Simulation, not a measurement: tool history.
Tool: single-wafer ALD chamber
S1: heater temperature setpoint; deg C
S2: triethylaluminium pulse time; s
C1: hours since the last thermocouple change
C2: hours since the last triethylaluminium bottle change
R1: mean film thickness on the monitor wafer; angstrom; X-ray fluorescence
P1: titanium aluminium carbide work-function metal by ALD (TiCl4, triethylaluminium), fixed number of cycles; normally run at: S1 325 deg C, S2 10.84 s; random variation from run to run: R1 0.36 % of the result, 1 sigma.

{"run": 1, "hour": 8.9, "S1": 325, "S2": 10.84, "C1": 558.4, "C2": 100, "R1": 22.802}
{"run": 2, "hour": 23.4, "S1": 325, "S2": 10.84, "C1": 572.9, "C2": 114.5, "R1": 22.854}
{"run": 3, "hour": 33.2, "S1": 304, "S2": 6.91, "C1": 582.7, "C2": 124.3, "R1": 19.399}
{"run": 4, "hour": 42.5, "S1": 325, "S2": 14.5, "C1": 592, "C2": 133.6, "R1": 23.128}
{"hour": 45.7, "done": "thermocouple changed; heater temperature recalibrated"}
{"run": 5, "hour": 53.6, "S1": 349, "S2": 10.84, "C1": 8, "C2": 144.7, "R1": 25.026}
{"run": 6, "hour": 68.1, "S1": 303, "S2": 10.84, "C1": 22.5, "C2": 159.2, "R1": 20.805}
{"run": 7, "hour": 79.3, "S1": 325, "S2": 10.84, "C1": 33.7, "C2": 170.4, "R1": 22.832}
{"run": 8, "hour": 89.9, "S1": 325, "S2": 10.84, "C1": 44.3, "C2": 181, "R1": 22.772}
{"run": 9, "hour": 102.0, "S1": 325, "S2": 10.84, "C1": 56.4, "C2": 193.1, "R1": 22.805}
{"run": 10, "hour": 115.2, "S1": 345, "S2": 4.25, "C1": 69.6, "C2": 206.3, "R1": 19.445}
{"run": 11, "hour": 128.1, "S1": 335, "S2": 15.11, "C1": 82.5, "C2": 219.2, "R1": 23.964}
{"run": 12, "hour": 134.7, "S1": 325, "S2": 5.06, "C1": 89.1, "C2": 225.8, "R1": 19.267}
{"run": 13, "hour": 142.4, "S1": 325, "S2": 10.84, "C1": 96.8, "C2": 233.5, "R1": 22.711}
{"run": 14, "hour": 152.5, "S1": 325, "S2": 10.84, "C1": 106.9, "C2": 243.6, "R1": 22.942}
{"run": 15, "hour": 165.1, "S1": 325, "S2": 10.84, "C1": 119.5, "C2": 256.2, "R1": 22.591}
{"run": 16, "hour": 176.8, "S1": 325, "S2": 10.84, "C1": 131.2, "C2": 267.9, "R1": 22.582}
{"run": 17, "hour": 188.8, "S1": 325, "S2": 10.84, "C1": 143.2, "C2": 279.9, "R1": 22.542}
{"run": 18, "hour": 196.1, "S1": 325, "S2": 10.84, "C1": 150.5, "C2": 287.2, "R1": 22.489}
{"run": 19, "hour": 207.4, "S1": 325, "S2": 10.84, "C1": 161.8, "C2": 298.5, "R1": 22.454}
{"run": 20, "hour": 215.2, "S1": 325, "S2": 10.84, "C1": 169.6, "C2": 306.3, "R1": 22.329}
{"run": 21, "hour": 226.8, "S1": 325, "S2": 10.84, "C1": 181.2, "C2": 317.9, "R1": 22.432}
{"run": 22, "hour": 240.1, "S1": 325, "S2": 10.84, "C1": 194.5, "C2": 331.2, "R1": 22.321}
{"run": 23, "hour": 252.1, "S1": 325, "S2": 10.84, "C1": 206.5, "C2": 343.2, "R1": 22.262}
{"run": 24, "hour": 258.9, "S1": 325, "S2": 10.84, "C1": 213.3, "C2": 350, "R1": 22.291}
{"run": 25, "hour": 266.6, "S1": 325, "S2": 10.84, "C1": 221, "C2": 357.7, "R1": 22.411}

What P1 gives has crept away from where it was. These 2 causes fit the log equally well, each at the size given:
A: triethylaluminium dose below that of a fresh bottle (%) = 17.7
B: wafer temperature below the value expected at the setpoint (K) = 5.73
The creep began at about hour 152.5.

4 check runs are offered, one wafer each, their results left as question marks. Which one tells the causes apart?
{"run": "check 1", "hour": 274.3, "S1": 309, "S2": 10.84, "R1": "?"}
{"run": "check 2", "hour": 274.3, "S1": 343, "S2": 10.84, "R1": "?"}
{"run": "check 3", "hour": 274.3, "S1": 336, "S2": 5.67, "R1": "?"}
{"run": "check 4", "hour": 274.3, "S1": 339, "S2": 10.84, "R1": "?"}

What each check would give under each cause:
check=check_1 result=R1 if_A=20.875 if_B=20.849
check=check_2 result=R1 if_A=23.899 if_B=23.932
check=check_3 result=R1 if_A=19.515 if_B=20.482
check=check_4 result=R1 if_A=23.54 if_B=23.566
How far apart the two closest causes lie, in the result that separates them most: check 1 0.12 %; check 2 0.14 %; check 3 4.84 %; check 4 0.11 %
Only check 3 tells the causes apart: in the others they would give nearly the same result.

Then check 3 was run and gave: R1 20.567 angstrom. Which cause is it?

It is B: wafer temperature below the value expected at the setpoint (K).

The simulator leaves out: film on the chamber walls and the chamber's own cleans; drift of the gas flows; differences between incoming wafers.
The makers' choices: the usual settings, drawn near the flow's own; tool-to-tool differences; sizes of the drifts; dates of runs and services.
